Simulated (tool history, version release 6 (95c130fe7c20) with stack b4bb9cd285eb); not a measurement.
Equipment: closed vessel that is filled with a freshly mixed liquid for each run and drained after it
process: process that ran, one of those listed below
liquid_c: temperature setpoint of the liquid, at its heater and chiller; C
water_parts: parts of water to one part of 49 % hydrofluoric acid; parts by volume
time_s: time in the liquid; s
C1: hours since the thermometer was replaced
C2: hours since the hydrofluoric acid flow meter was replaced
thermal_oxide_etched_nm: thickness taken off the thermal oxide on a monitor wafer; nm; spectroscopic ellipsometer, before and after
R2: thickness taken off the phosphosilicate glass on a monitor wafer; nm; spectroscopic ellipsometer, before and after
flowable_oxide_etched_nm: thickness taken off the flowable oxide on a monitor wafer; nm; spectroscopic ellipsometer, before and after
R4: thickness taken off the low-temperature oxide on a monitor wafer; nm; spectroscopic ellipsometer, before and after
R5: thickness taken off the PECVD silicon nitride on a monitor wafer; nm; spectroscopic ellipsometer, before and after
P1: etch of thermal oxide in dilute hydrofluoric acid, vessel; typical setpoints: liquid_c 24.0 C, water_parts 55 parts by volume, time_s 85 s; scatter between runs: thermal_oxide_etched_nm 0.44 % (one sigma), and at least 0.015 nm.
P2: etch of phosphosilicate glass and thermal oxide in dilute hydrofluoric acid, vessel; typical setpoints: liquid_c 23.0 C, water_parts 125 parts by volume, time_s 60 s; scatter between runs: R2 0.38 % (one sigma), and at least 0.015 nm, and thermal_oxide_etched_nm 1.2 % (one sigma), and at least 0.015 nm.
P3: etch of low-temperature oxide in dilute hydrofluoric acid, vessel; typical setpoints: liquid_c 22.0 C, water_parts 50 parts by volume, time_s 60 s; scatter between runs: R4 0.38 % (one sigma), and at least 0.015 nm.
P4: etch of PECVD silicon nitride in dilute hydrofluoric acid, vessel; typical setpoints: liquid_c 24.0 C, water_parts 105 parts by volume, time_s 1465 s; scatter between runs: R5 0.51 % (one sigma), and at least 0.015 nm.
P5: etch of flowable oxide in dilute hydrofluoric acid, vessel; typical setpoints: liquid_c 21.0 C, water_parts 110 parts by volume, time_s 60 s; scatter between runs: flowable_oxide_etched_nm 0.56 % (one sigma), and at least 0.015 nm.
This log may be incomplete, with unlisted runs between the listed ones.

run 1 day=0.117 | process=P1 liquid_c=24.0 water_parts=55 time_s=85 | C1=296.3 C2=1258.9 | thermal_oxide_etched_nm=8.0397
run 2 day=0.242 | process=P1 liquid_c=28.0 water_parts=55 time_s=85 | C1=299.3 C2=1261.9 | thermal_oxide_etched_nm=9.3847
run 3 day=0.358 | process=P2 liquid_c=23.0 water_parts=220 time_s=60 | C1=302.1 C2=1264.7 | thermal_oxide_etched_nm=1.0553 R2=43.737
run 4 day=0.442 | process=P5 liquid_c=17.0 water_parts=110 time_s=60 | C1=304.1 C2=1266.7 | flowable_oxide_etched_nm=15.362
run 5 day=0.554 | process=P3 liquid_c=22.0 water_parts=50 time_s=95 | C1=306.8 C2=1269.4 | R4=45.136
run 6 day=0.717 | process=P1 liquid_c=24.0 water_parts=55 time_s=30 | C1=310.7 C2=1273.3 | thermal_oxide_etched_nm=2.7938
run 7 day=0.812 | process=P4 liquid_c=24.0 water_parts=105 time_s=1465 | C1=313.0 C2=1275.6 | R5=41.876
run 8 day=0.950 | process=P5 liquid_c=21.0 water_parts=110 time_s=60 | C1=316.3 C2=1278.9 | flowable_oxide_etched_nm=18.284
run 9 day=1.033 | process=P4 liquid_c=24.0 water_parts=105 time_s=795 | C1=318.3 C2=1280.9 | R5=22.717
run 10 day=1.142 | process=P4 liquid_c=24.0 water_parts=190 time_s=1465 | C1=320.9 C2=1283.5 | R5=23.479
run 11 day=1.283 | process=P3 liquid_c=22.0 water_parts=25 time_s=60 | C1=324.3 C2=1286.9 | R4=58.804
run 12 day=1.429 | process=P5 liquid_c=21.0 water_parts=110 time_s=60 | C1=327.8 C2=1290.4 | flowable_oxide_etched_nm=18.180
run 13 day=1.575 | process=P5 liquid_c=21.0 water_parts=185 time_s=60 | C1=331.3 C2=1293.9 | flowable_oxide_etched_nm=10.008
run 14 day=1.746 | process=P1 liquid_c=24.0 water_parts=55 time_s=155 | C1=335.4 C2=1298.0 | thermal_oxide_etched_nm=14.5780
run 15 day=1.900 | process=P4 liquid_c=18.5 water_parts=105 time_s=1465 | C1=339.1 C2=1301.7 | R5=28.856
run 16 day=2.054 | process=P4 liquid_c=24.0 water_parts=105 time_s=1465 | C1=342.8 C2=1305.4 | R5=41.685
run 17 day=2.179 | process=P3 liquid_c=17.0 water_parts=50 time_s=60 | C1=345.8 C2=1308.4 | R4=22.930
run 18 day=2.267 | process=P2 liquid_c=23.0 water_parts=125 time_s=60 | C1=347.9 C2=1310.5 | thermal_oxide_etched_nm=2.0237 R2=85.447
run 19 day=2.358 | process=P1 liquid_c=24.0 water_parts=55 time_s=85 | C1=350.1 C2=1312.7 | thermal_oxide_etched_nm=8.0089
run 20 day=2.438 | process=P1 liquid_c=24.0 water_parts=55 time_s=85 | C1=352.0 C2=1314.6 | thermal_oxide_etched_nm=7.9919
run 21 day=2.612 | process=P1 liquid_c=24.0 water_parts=55 time_s=85 | C1=356.2 C2=1318.8 | thermal_oxide_etched_nm=8.0670
run 22 day=2.783 | process=P1 liquid_c=20.0 water_parts=55 time_s=85 | C1=360.3 C2=1322.9 | thermal_oxide_etched_nm=6.7153
run 23 day=2.921 | process=P2 liquid_c=17.0 water_parts=125 time_s=60 | C1=363.6 C2=1326.2 | thermal_oxide_etched_nm=1.5854 R2=67.576
run 24 day=3.021 | process=P1 liquid_c=24.0 water_parts=25 time_s=85 | C1=366.0 C2=1328.6 | thermal_oxide_etched_nm=18.3180
run 25 day=3.146 | process=P1 liquid_c=24.0 water_parts=80 time_s=85 | C1=369.0 C2=1331.6 | thermal_oxide_etched_nm=5.3374
run 26 day=3.229 | process=P1 liquid_c=24.0 water_parts=55 time_s=85 | C1=371.0 C2=1333.6 | thermal_oxide_etched_nm=8.0172
run 27 day=3.350 | process=P5 liquid_c=21.0 water_parts=110 time_s=115 | C1=373.9 C2=1336.5 | flowable_oxide_etched_nm=35.050
run 28 day=3.467 | process=P1 liquid_c=28.5 water_parts=30 time_s=85 | C1=376.7 C2=1339.3 | thermal_oxide_etched_nm=18.2500
run 29 day=3.600 | process=P3 liquid_c=22.0 water_parts=50 time_s=60 | C1=379.9 C2=1342.5 | R4=28.502
run 30 day=3.688 | process=P2 liquid_c=23.0 water_parts=125 time_s=105 | C1=382.0 C2=1344.6 | thermal_oxide_etched_nm=3.5459 R2=149.430
run 31 day=3.783 | process=P1 liquid_c=24.0 water_parts=55 time_s=85 | C1=384.3 C2=1346.9 | thermal_oxide_etched_nm=7.9729
run 32 day=3.867 | process=P1 liquid_c=24.0 water_parts=55 time_s=85 | C1=386.3 C2=1348.9 | thermal_oxide_etched_nm=8.1828
run 33 day=3.946 | process=P1 liquid_c=24.0 water_parts=55 time_s=85 | C1=388.2 C2=1350.8 | thermal_oxide_etched_nm=8.3263
run 34 day=4.117 | process=P1 liquid_c=24.0 water_parts=55 time_s=85 | C1=392.3 C2=1354.9 | thermal_oxide_etched_nm=8.4138
run 35 day=4.258 | process=P1 liquid_c=24.0 water_parts=55 time_s=85 | C1=395.7 C2=1358.3 | thermal_oxide_etched_nm=8.5331
run 36 day=4.438 | process=P1 liquid_c=24.0 water_parts=55 time_s=85 | C1=400.0 C2=1362.6 | thermal_oxide_etched_nm=8.5793
run 37 day=4.583 | process=P1 liquid_c=24.0 water_parts=55 time_s=85 | C1=403.5 C2=1366.1 | thermal_oxide_etched_nm=8.6344
run 38 day=4.733 | process=P1 liquid_c=24.0 water_parts=55 time_s=85 | C1=407.1 C2=1369.7 | thermal_oxide_etched_nm=8.6349
run 39 day=4.808 | process=P1 liquid_c=24.0 water_parts=55 time_s=85 | C1=408.9 C2=1371.5 | thermal_oxide_etched_nm=8.7035
run 40 day=4.912 | process=P1 liquid_c=24.0 water_parts=55 time_s=85 | C1=411.4 C2=1374.0 | thermal_oxide_etched_nm=8.6802

The output of P1 has drifted from where it used to be. Each of the 2 causes below, taken at the size shown beside it, accounts for the log equally well:
A: hydrofluoric acid flow above the setpoint (%) = 7.33
B: liquid hotter than its thermometer reads (K) = 1.87
At approximately day 3.783, the process output began to creep.

Below are 4 check runs, each on a single wafer, with their results shown as question marks. Which of them would tell the listed causes apart, meaning the causes would give clearly different results under it?
run check 1 day=5.017 | process=P3 liquid_c=22.0 water_parts=50 time_s=60 | R4=?
run check 2 day=5.017 | process=P2 liquid_c=23.0 water_parts=125 time_s=60 | thermal_oxide_etched_nm=? R2=?
run check 3 day=5.017 | process=P4 liquid_c=24.0 water_parts=105 time_s=1465 | R5=?
run check 4 day=5.017 | process=P5 liquid_c=21.0 water_parts=110 time_s=60 | flowable_oxide_etched_nm=?

What every check run would give for each of its results, assuming each possible cause in turn:
check=check_1 result=R4 if_A=30.642 if_B=30.724
check=check_2 result=thermal_oxide_etched_nm if_A=2.2254 if_B=2.2079
check=check_2 result=R2 if_A=92.686 if_B=91.957
check=check_3 result=R5 if_A=44.959 if_B=47.368
check=check_4 result=flowable_oxide_etched_nm if_A=19.676 if_B=19.592
Distance between the nearest two causes, measured in the result of the check that separates them most: check 1 0.27 %; check 2 0.79 %; check 3 5.22 %; check 4 0.43 %
Check 3 distinguishes between the causes, while the remaining checks would return nearly the same result for all of them.

Here is what check 3 returned: R5 47.702 nm. Which cause is it?

Of the candidate causes, it is B: liquid hotter than its thermometer reads (K).

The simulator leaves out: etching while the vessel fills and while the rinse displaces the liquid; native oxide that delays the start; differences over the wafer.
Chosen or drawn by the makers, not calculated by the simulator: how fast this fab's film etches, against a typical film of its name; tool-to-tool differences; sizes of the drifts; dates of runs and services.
